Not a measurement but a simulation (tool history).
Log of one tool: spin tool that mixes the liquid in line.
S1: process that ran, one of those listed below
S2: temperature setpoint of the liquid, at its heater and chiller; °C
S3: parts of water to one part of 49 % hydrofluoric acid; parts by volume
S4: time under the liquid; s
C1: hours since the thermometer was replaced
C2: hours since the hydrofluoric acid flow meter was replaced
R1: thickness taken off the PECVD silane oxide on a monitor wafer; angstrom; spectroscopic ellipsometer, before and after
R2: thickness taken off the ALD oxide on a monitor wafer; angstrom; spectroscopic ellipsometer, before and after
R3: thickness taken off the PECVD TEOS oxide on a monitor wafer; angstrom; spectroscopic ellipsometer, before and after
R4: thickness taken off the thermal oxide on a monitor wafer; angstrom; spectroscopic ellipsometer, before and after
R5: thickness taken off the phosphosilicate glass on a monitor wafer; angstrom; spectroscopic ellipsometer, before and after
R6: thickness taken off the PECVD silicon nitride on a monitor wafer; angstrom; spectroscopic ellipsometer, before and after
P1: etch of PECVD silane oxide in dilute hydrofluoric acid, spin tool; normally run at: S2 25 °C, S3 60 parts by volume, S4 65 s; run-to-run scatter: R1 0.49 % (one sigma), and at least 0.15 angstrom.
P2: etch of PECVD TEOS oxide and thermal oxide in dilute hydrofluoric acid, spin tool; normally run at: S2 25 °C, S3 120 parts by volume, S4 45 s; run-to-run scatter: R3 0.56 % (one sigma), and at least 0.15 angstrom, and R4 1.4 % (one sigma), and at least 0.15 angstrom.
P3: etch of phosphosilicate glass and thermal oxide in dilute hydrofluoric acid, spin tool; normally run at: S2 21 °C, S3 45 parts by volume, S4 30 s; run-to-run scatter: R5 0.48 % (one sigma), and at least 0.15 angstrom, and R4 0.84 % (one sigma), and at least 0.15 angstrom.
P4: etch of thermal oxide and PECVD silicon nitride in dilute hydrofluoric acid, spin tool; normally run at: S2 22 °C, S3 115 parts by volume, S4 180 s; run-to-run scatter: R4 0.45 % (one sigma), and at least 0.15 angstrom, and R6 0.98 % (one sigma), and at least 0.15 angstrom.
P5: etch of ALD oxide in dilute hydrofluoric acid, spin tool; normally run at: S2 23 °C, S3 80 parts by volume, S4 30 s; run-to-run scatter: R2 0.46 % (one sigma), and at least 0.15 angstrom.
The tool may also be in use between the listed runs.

run   hour  S1    S2   S3   S4     C1     C2      R1      R2      R3      R4      R5      R6
  1   14.2  P1    25   60   65  391.7  496.4  176.52
  2   26.3  P1    19   60   95  403.8  508.5  200.53
  3     35  P1    25   60   65  412.5  517.2  176.45
  4   51.9  P5    31   80   30  429.4  534.1          94.774
  5   69.4  P1  31.5   35   65  446.9  551.6  407.93
      74.7  -- thermometer replaced
  6   78.9  P2    25  200   45    4.3  561.1                  39.885  9.6417
  7   93.1  P5    23   35   30   18.5  575.3          167.75
  8    106  P5    23   80   60   31.4  588.2          138.89
  9  120.8  P2    25  120   45   46.2    603                  71.567  18.591
 10  138.4  P1    25   60   95   63.8  620.6  258.37
 11  150.3  P1    25   35   65   75.7  632.5   315.9
 12  159.1  P3    21   70   30   84.5  641.3                          18.264  775.54
 13  173.1  P1    20   60   65   98.5  655.3  144.05
 14  182.4  P3    21   45   15  107.8  664.6                           14.57  622.47
 15  200.2  P2    25  120   65  125.6  682.4                  103.98  25.706
 16  213.2  P4    22  115  285  138.6  695.4                          98.093          37.838
       216  -- hydrofluoric acid flow meter replaced
 17  226.1  P2  32.5  120   45  151.5   10.1                  94.949   24.24
 18  236.2  P1    25   60   65  161.6   20.2  176.34
 19    246  P5    23   80   30  171.4     30          69.778
 20    258  P1    25   90   65  183.4     42   113.6
 21  267.9  P1    25   60   65  193.3   51.9  176.91
 22  282.8  P3    21   45   30  208.2   66.8                          29.448  1257.1
 23  294.3  P1    32   60   65  219.7   78.3  231.51
 24  309.9  P4    22  160  180  235.3   93.9                          42.864           16.86
 25  318.7  P5    23   80   30  244.1  102.7          69.283
 26  335.5  P4    22  115  180  260.9  119.5                          62.624          23.141
 27  346.8  P4    17  115  180  272.2  130.8                          50.846          16.681
 28  357.5  P1    25   60   25  282.9  141.5  67.829
 29  375.7  P3    17   45   30  301.1  159.7                           24.75  1042.3
 30  392.9  P1  18.5   90   65  318.3  176.9  86.267
 31  405.5  P1    25   60   65  330.9  189.5  177.42
 32  421.2  P1    25   60   65  346.6  205.2  171.65
 33  430.9  P1    25   60   65  356.3  214.9  169.32

Forecast run 34:
 34  443.6  P1  25  60  65  369  227.6   ?

{"run 34": {"R1": 167.8}}
